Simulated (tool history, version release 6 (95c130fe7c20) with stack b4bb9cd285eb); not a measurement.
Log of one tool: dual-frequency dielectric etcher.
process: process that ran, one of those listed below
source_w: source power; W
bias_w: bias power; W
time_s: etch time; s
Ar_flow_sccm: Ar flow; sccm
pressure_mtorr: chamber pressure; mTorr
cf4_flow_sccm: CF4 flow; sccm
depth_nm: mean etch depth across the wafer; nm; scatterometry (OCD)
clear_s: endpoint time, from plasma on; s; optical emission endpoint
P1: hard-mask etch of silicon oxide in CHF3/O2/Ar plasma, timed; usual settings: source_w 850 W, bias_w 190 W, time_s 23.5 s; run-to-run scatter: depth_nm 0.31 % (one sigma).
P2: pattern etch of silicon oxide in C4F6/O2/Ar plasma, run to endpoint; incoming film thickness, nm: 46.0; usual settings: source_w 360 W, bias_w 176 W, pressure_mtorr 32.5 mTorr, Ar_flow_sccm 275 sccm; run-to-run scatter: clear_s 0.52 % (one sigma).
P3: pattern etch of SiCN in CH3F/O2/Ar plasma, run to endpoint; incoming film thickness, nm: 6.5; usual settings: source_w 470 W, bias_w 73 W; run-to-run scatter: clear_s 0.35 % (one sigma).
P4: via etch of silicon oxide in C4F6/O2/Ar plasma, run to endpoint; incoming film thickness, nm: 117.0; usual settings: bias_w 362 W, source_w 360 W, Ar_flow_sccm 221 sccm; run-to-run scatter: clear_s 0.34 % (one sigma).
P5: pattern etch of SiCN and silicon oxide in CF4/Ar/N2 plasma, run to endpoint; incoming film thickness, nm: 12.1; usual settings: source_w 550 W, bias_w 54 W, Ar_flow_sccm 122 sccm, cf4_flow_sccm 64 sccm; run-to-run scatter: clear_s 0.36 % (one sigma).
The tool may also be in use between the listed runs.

run   hour  process  source_w  bias_w  time_s  Ar_flow_sccm  pressure_mtorr  cf4_flow_sccm  hours since the last wet clean  hours since the last source power generator calibration  hours since the last bias power generator calibration  depth_nm  clear_s
  1    2.2       P1       850     190    23.5                                                                        388.6                                                   1398.7                                                 1653.4    52.472
  2    6.4       P1       680     190    23.5                                                                        392.8                                                   1402.9                                                 1657.6    48.141
  3    8.9       P4       360     362                   283                                                          395.3                                                   1405.4                                                 1660.1             30.204
  4   13.1       P1       850     190      18                                                                        399.5                                                   1409.6                                                 1664.3    40.484
  5   16.2       P2       360     176                   275            32.5                                          402.6                                                   1412.7                                                 1667.4             15.079
  6   20.8       P5       550      54                   122                             64                           407.2                                                   1417.3                                                   1672             13.124
  7   25.1       P1       850     129    23.5                                                                        411.5                                                   1421.6                                                 1676.3    46.442
  8   29.3       P3       470      57                                                                                415.7                                                   1425.8                                                 1680.5             17.655
  9   32.3       P4       360     485                   221                                                          418.7                                                   1428.8                                                 1683.5             26.508
 10   35.2       P1       850     190    23.5                                                                        421.6                                                   1431.7                                                 1686.4    52.407
 11   39.8       P5       550      54                   122                             48                           426.2                                                   1436.3                                                   1691             13.803
 12   42.1       P1      1010     190    23.5                                                                        428.5                                                   1438.6                                                 1693.3    56.282
 13   45.1       P4       360     362                   221                                                          431.5                                                   1441.6                                                 1696.3             29.449
 14   47.5       P1       850     237    23.5                                                                        433.9                                                     1444                                                 1698.7    56.858
 15   52.2       P3       470      73                                                                                438.6                                                   1448.7                                                 1703.4             16.241
 16   54.5       P3       580      73                                                                                440.9                                                     1451                                                 1705.7             14.963
 17   58.3       P1       850     190    23.5                                                                        444.7                                                   1454.8                                                 1709.5    52.522
 18   60.6       P1       850     190    23.5                                                                          447                                                   1457.1                                                 1711.8    52.635
 19   64.5       P2       360     176                   179            32.5                                          450.9                                                     1461                                                 1715.7              14.64
 20   66.9       P2       490     176                   275            32.5                                          453.3                                                   1463.4                                                 1718.1             13.498
 21   69.5       P3       470      73                                                                                455.9                                                     1466                                                 1720.7             16.299
 22     74       P4       260     362                   221                                                          460.4                                                   1470.5                                                 1725.2             33.224
 23   78.3       P5       340      54                   122                             64                           464.7                                                   1474.8                                                 1729.5             20.112
 24   82.8       P5       550      36                   122                             64                           469.2                                                   1479.3                                                   1734             14.889
 25   86.2       P5       550      54                   152                             64                           472.6                                                   1482.7                                                 1737.4             13.579
 26   88.7       P2       360     136                   275            32.5                                          475.1                                                   1485.2                                                 1739.9             16.395
 27     92       P1       850     190    30.5                                                                        478.4                                                   1488.5                                                 1743.2     68.14
 28   94.8       P5       550      54                   122                             64                           481.2                                                   1491.3                                                   1746             13.101
 29   96.9       P1       850     190    23.5                                                                        483.3                                                   1493.4                                                 1748.1    52.209
 30   99.6       P2       360     176                   275            44.5                                            486                                                   1496.1                                                 1750.8             15.785
 31    103       P1       850     134    33.5                                                                        489.4                                                   1499.5                                                 1754.2    66.974
 32  105.4       P1       850     190    23.5                                                                        491.8                                                   1501.9                                                 1756.6    52.411
 33  108.9       P1       850     190    23.5                                                                        495.3                                                   1505.4                                                 1760.1     52.73
 34  112.9       P1       850     190    23.5                                                                        499.3                                                   1509.4                                                 1764.1    53.336
 35  117.5       P1       850     190    23.5                                                                        503.9                                                     1514                                                 1768.7    53.274

Forecast run 36:
 36  121.9       P1       850     190    23.5                                                                        508.3                                                   1518.4                                                 1773.1         ?

Run 36 gave depth_nm 53.046 nm.

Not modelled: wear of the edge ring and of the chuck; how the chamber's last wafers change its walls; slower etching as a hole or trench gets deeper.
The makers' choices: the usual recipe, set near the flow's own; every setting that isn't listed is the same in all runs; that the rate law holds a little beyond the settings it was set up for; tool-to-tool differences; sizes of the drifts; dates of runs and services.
